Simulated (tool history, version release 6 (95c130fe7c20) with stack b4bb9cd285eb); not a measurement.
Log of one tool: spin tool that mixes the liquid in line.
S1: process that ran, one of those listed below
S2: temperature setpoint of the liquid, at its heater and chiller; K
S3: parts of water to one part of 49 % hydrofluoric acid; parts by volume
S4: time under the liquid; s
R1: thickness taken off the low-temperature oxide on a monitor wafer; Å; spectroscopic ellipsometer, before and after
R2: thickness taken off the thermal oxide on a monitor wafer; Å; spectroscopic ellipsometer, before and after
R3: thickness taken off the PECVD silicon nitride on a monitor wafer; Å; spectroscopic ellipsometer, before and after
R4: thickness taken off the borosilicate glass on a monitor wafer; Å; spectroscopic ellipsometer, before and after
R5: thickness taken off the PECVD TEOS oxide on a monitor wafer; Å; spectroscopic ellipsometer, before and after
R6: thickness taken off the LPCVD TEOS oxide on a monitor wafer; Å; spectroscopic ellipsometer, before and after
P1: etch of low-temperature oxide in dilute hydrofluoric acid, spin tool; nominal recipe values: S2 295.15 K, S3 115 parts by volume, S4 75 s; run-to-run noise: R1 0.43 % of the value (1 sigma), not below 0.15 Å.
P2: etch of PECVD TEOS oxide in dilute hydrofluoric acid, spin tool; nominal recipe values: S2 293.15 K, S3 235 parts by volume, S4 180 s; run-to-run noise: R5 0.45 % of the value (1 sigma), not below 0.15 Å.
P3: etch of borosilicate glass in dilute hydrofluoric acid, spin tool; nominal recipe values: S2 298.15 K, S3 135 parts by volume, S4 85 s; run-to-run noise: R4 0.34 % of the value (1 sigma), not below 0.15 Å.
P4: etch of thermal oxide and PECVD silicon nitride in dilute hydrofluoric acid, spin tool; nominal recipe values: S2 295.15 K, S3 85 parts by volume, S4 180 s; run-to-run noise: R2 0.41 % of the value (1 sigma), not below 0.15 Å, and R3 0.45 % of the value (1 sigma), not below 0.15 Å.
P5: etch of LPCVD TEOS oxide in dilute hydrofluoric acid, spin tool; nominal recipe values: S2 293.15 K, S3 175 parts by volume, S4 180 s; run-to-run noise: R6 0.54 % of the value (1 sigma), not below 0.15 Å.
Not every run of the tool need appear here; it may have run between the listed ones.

{"run": 1, "hour": 10.8, "S1": "P1", "S2": 295.15, "S3": 115, "S4": 75, "R1": 85.206}
{"run": 2, "hour": 21.7, "S1": "P4", "S2": 303.15, "S3": 85, "S4": 180, "R2": 130.27, "R3": 179.62}
{"run": 3, "hour": 30.3, "S1": "P1", "S2": 295.15, "S3": 115, "S4": 75, "R1": 84.49}
{"run": 4, "hour": 42.4, "S1": "P3", "S2": 298.15, "S3": 240, "S4": 85, "R4": 140.42}
{"run": 5, "hour": 56.2, "S1": "P2", "S2": 293.15, "S3": 235, "S4": 180, "R5": 51.333}
{"run": 6, "hour": 69.1, "S1": "P1", "S2": 295.15, "S3": 115, "S4": 125, "R1": 141.48}
{"run": 7, "hour": 84.4, "S1": "P4", "S2": 295.15, "S3": 85, "S4": 100, "R2": 52.534, "R3": 59.626}
{"run": 8, "hour": 94.4, "S1": "P5", "S2": 293.15, "S3": 175, "S4": 70, "R6": 91.774}
{"run": 9, "hour": 102.6, "S1": "P1", "S2": 295.15, "S3": 45, "S4": 75, "R1": 234.05}
{"run": 10, "hour": 110.3, "S1": "P3", "S2": 294.15, "S3": 135, "S4": 85, "R4": 242.06}
{"run": 11, "hour": 119.9, "S1": "P5", "S2": 293.15, "S3": 175, "S4": 180, "R6": 234.95}
{"run": 12, "hour": 128.0, "S1": "P2", "S2": 293.15, "S3": 130, "S4": 180, "R5": 103.06}
{"run": 13, "hour": 138.0, "S1": "P4", "S2": 295.15, "S3": 85, "S4": 180, "R2": 94.381, "R3": 107.17}
{"run": 14, "hour": 145.9, "S1": "P1", "S2": 295.15, "S3": 170, "S4": 75, "R1": 54.598}
{"run": 15, "hour": 158.1, "S1": "P3", "S2": 298.15, "S3": 135, "S4": 85, "R4": 282.22}
{"run": 16, "hour": 170.5, "S1": "P1", "S2": 290.15, "S3": 30, "S4": 75, "R1": 290.5}
{"run": 17, "hour": 185.7, "S1": "P5", "S2": 293.15, "S3": 260, "S4": 180, "R6": 146.38}
{"run": 18, "hour": 196.3, "S1": "P1", "S2": 300.65, "S3": 115, "S4": 75, "R1": 104.91}
{"run": 19, "hour": 205.5, "S1": "P1", "S2": 295.15, "S3": 115, "S4": 75, "R1": 84.524}
{"run": 20, "hour": 213.1, "S1": "P1", "S2": 295.15, "S3": 115, "S4": 75, "R1": 84.943}
{"run": 21, "hour": 224.5, "S1": "P1", "S2": 299.15, "S3": 165, "S4": 75, "R1": 65.102}
{"run": 22, "hour": 238.3, "S1": "P1", "S2": 290.65, "S3": 115, "S4": 120, "R1": 113.59}
{"run": 23, "hour": 249.0, "S1": "P5", "S2": 290.15, "S3": 175, "S4": 180, "R6": 207.18}
{"run": 24, "hour": 264.9, "S1": "P2", "S2": 290.15, "S3": 235, "S4": 180, "R5": 45.828}
{"run": 25, "hour": 274.5, "S1": "P1", "S2": 295.15, "S3": 115, "S4": 75, "R1": 84.627}
{"run": 26, "hour": 283.0, "S1": "P2", "S2": 293.15, "S3": 235, "S4": 30, "R5": 8.7745}
{"hour": 291.5, "done": "hydrofluoric acid flow meter replaced"}
{"run": 27, "hour": 298.9, "S1": "P2", "S2": 293.15, "S3": 235, "S4": 180, "R5": 51.063}
{"run": 28, "hour": 309.9, "S1": "P1", "S2": 290.15, "S3": 115, "S4": 75, "R1": 68.73}
{"run": 29, "hour": 321.7, "S1": "P4", "S2": 295.15, "S3": 25, "S4": 180, "R2": 347.11, "R3": 351.05}
{"run": 30, "hour": 330.7, "S1": "P4", "S2": 295.15, "S3": 85, "S4": 180, "R2": 95.242, "R3": 106.54}
{"run": 31, "hour": 342.4, "S1": "P1", "S2": 295.15, "S3": 115, "S4": 75, "R1": 84.34}
{"run": 32, "hour": 353.1, "S1": "P3", "S2": 298.15, "S3": 135, "S4": 45, "R4": 149.25}
{"run": 33, "hour": 360.7, "S1": "P1", "S2": 295.15, "S3": 115, "S4": 25, "R1": 28.103}
{"run": 34, "hour": 371.6, "S1": "P1", "S2": 295.15, "S3": 115, "S4": 75, "R1": 84.53}
{"run": 35, "hour": 381.5, "S1": "P1", "S2": 295.15, "S3": 115, "S4": 75, "R1": 82.329}
{"run": 36, "hour": 396.4, "S1": "P1", "S2": 295.15, "S3": 115, "S4": 75, "R1": 80.676}
{"run": 37, "hour": 411.2, "S1": "P1", "S2": 295.15, "S3": 115, "S4": 75, "R1": 80.353}
{"run": 38, "hour": 418.8, "S1": "P1", "S2": 295.15, "S3": 115, "S4": 75, "R1": 79.587}
{"run": 39, "hour": 426.9, "S1": "P1", "S2": 295.15, "S3": 115, "S4": 75, "R1": 80.244}
{"run": 40, "hour": 439.5, "S1": "P1", "S2": 295.15, "S3": 115, "S4": 75, "R1": 79.459}
{"run": 41, "hour": 452.7, "S1": "P1", "S2": 295.15, "S3": 115, "S4": 75, "R1": 80.139}

Run 42, settings as shown, results not yet in. Your forecast:
{"run": 42, "hour": 460.2, "S1": "P1", "S2": 295.15, "S3": 115, "S4": 75, "R1": "?"}

{"run 42": {"R1": 78.833}}
